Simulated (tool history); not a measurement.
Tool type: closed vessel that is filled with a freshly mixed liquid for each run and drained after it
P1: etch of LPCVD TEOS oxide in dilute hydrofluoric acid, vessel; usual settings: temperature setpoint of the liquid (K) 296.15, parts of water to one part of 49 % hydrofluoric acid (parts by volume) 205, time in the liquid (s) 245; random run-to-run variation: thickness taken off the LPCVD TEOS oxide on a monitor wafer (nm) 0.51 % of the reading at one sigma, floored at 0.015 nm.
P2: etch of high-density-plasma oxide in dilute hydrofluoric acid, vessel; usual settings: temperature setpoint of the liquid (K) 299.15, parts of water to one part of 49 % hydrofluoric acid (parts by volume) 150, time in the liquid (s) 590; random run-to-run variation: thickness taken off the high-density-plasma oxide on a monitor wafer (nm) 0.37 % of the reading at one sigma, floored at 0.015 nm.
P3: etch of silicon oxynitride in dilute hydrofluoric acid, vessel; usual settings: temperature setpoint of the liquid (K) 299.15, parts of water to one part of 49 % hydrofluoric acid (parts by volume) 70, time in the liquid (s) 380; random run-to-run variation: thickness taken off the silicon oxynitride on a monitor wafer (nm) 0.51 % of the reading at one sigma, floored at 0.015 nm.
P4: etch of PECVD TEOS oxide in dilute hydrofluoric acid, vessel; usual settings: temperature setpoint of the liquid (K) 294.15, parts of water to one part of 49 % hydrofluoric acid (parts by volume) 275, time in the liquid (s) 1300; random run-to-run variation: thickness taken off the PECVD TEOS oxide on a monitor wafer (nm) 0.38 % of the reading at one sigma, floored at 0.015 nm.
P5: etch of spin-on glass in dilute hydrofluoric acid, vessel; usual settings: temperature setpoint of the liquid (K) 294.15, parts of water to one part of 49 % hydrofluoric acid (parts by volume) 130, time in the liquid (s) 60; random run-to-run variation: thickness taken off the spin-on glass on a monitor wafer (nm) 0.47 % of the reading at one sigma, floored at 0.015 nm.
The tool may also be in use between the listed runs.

run   hour  process that ran  temperature setpoint of the liquid (K)  parts of water to one part of 49 % hydrofluoric acid (parts by volume)  time in the liquid (s)  thickness taken off the LPCVD TEOS oxide on a monitor wafer (nm)  thickness taken off the spin-on glass on a monitor wafer (nm)  thickness taken off the high-density-plasma oxide on a monitor wafer (nm)  thickness taken off the PECVD TEOS oxide on a monitor wafer (nm)  thickness taken off the silicon oxynitride on a monitor wafer (nm)
  1   14.6                P1                                  296.15                                                                     205                     245                                                            56.518
  2   22.2                P5                                  298.15                                                                     130                      60                                                                                                                          17.3260
  3   32.7                P2                                  299.15                                                                     150                     590                                                                                                                                                                                                      37.233
  4   41.0                P5                                  294.15                                                                     130                      60                                                                                                                          14.5660
  5   52.4                P1                                  296.15                                                                     340                     245                                                            29.901
  6   66.1                P4                                  294.15                                                                     275                     345                                                                                                                                                                                                                                                                        11.063
  7   78.0                P2                                  299.15                                                                     150                     875                                                                                                                                                                                                      55.685
  8   93.8                P1                                  296.15                                                                     135                     455                                                           172.260
  9  107.6                P2                                  295.15                                                                     150                     590                                                                                                                                                                                                      32.110
 10  115.5                P2                                  299.15                                                                     150                     590                                                                                                                                                                                                      37.455
 11  129.1                P4                                  294.15                                                                     275                    1300                                                                                                                                                                                                                                                                        41.742
 12  143.1                P1                                  296.15                                                                     205                     245                                                            56.680
 13  152.5                P2                                  299.15                                                                     225                     590                                                                                                                                                                                                      22.940
 14  167.8                P3                                  299.15                                                                      70                     380                                                                                                                                                                                                                                                                                                                                           15.1320
 15  180.0                P4                                  294.15                                                                     275                    1300                                                                                                                                                                                                                                                                        41.581
 16  193.6                P1                                  290.15                                                                     205                     245                                                            44.960
 17  205.7                P3                                  293.65                                                                      70                     380                                                                                                                                                                                                                                                                                                                                           11.5460
 18  220.8                P1                                  296.15                                                                     205                     245                                                            56.389
 19  231.4                P1                                  296.15                                                                     205                     120                                                            27.860
 20  239.5                P3                                  299.15                                                                      70                      45                                                                                                                                                                                                                                                                                                                                            1.7978
 21  251.8                P3                                  299.15                                                                      70                     380                                                                                                                                                                                                                                                                                                                                           15.0290
 22  262.3                P1                                  296.15                                                                     205                     245                                                            56.617
 23  274.7                P5                                  294.15                                                                     220                      60                                                                                                                           7.9078
 24  285.9                P1                                  296.15                                                                     205                     245                                                            56.288
 25  298.1                P4                                  294.15                                                                     100                    1300                                                                                                                                                                                                                                                                       136.660
 26  312.3                P5                                  294.15                                                                     130                      60                                                                                                                          14.6080
 27  326.5                P1                                  304.65                                                                     205                     245                                                            76.767
 28  342.9                P3                                  299.15                                                                      35                     380                                                                                                                                                                                                                                                                                                                                           31.0540
 29  356.4                P1                                  296.15                                                                     205                     385                                                            88.620
 30  369.6                P5                                  294.15                                                                     130                      85                                                                                                                          20.6700
 31  377.9                P4                                  290.15                                                                     275                    1300                                                                                                                                                                                                                                                                        35.740
 32  388.0                P1                                  296.15                                                                      65                     245                                                           208.600
 33  396.5                P1                                  296.15                                                                     205                     245                                                            56.654
 34  405.6                P1                                  296.15                                                                     205                     245                                                            57.224
 35  416.0                P1                                  296.15                                                                     205                     245                                                            58.517
 36  423.7                P1                                  296.15                                                                     205                     245                                                            59.490
 37  438.1                P1                                  296.15                                                                     205                     245                                                            59.438
 38  449.1                P1                                  296.15                                                                     205                     245                                                            59.531
 39  461.6                P1                                  296.15                                                                     205                     245                                                            59.838
 40  470.9                P1                                  296.15                                                                     205                     245                                                            60.003
 41  486.2                P1                                  296.15                                                                     205                     245                                                            60.180
 42  494.4                P1                                  296.15                                                                     205                     245                                                            60.691
 43  504.8                P1                                  296.15                                                                     205                     245                                                            61.021
 44  520.1                P1                                  296.15                                                                     205                     245                                                            60.375

P1 no longer gives what it gave before; its output has crept away from where it was. The following 2 causes, each at its listed size, fit the log equally well:
A: liquid hotter than its thermometer reads (K) = 1.73
B: hydrofluoric acid flow above the setpoint (%) = 5.39
The drift started at roughly hour 396.5.

4 check runs are offered, each on 2 wafers whose results are averaged, their results left as question marks. Which one tells the causes apart?
check 1  535.4                P5                                  294.15                                                                     220                      60                                                                                                                                ?
check 2  535.4                P4                                  294.15                                                                     190                    1300                                                                                                                                                                                                                                                                             ?
check 3  535.4                P2                                  295.65                                                                     150                     590                                                                                                                                                                                                           ?
check 4  535.4                P3                                  294.65                                                                      45                     380                                                                                                                                                                                                                                                                                                                                                 ?

Outcome of each check run for each possible cause:
  check                                                                     result     if A     if B
check 1              thickness taken off the spin-on glass on a monitor wafer (nm)   8.4143   8.4056
check 2           thickness taken off the PECVD TEOS oxide on a monitor wafer (nm)   69.871   69.631
check 3  thickness taken off the high-density-plasma oxide on a monitor wafer (nm)   34.993   34.798
check 4         thickness taken off the silicon oxynitride on a monitor wafer (nm)  20.9670  20.3130
Per-check spread between the two closest causes, in the result where they differ most: check 1 0.1 %; check 2 0.34 %; check 3 0.56 %; check 4 3.17 %
Check 4 is the one run that separates the causes; every other check would come out nearly the same whichever cause is at work.

Check 4 was carried out, with these results: thickness taken off the silicon oxynitride on a monitor wafer (nm) 21.0580. Which of the listed causes is responsible?

It was cause A: liquid hotter than its thermometer reads (K).
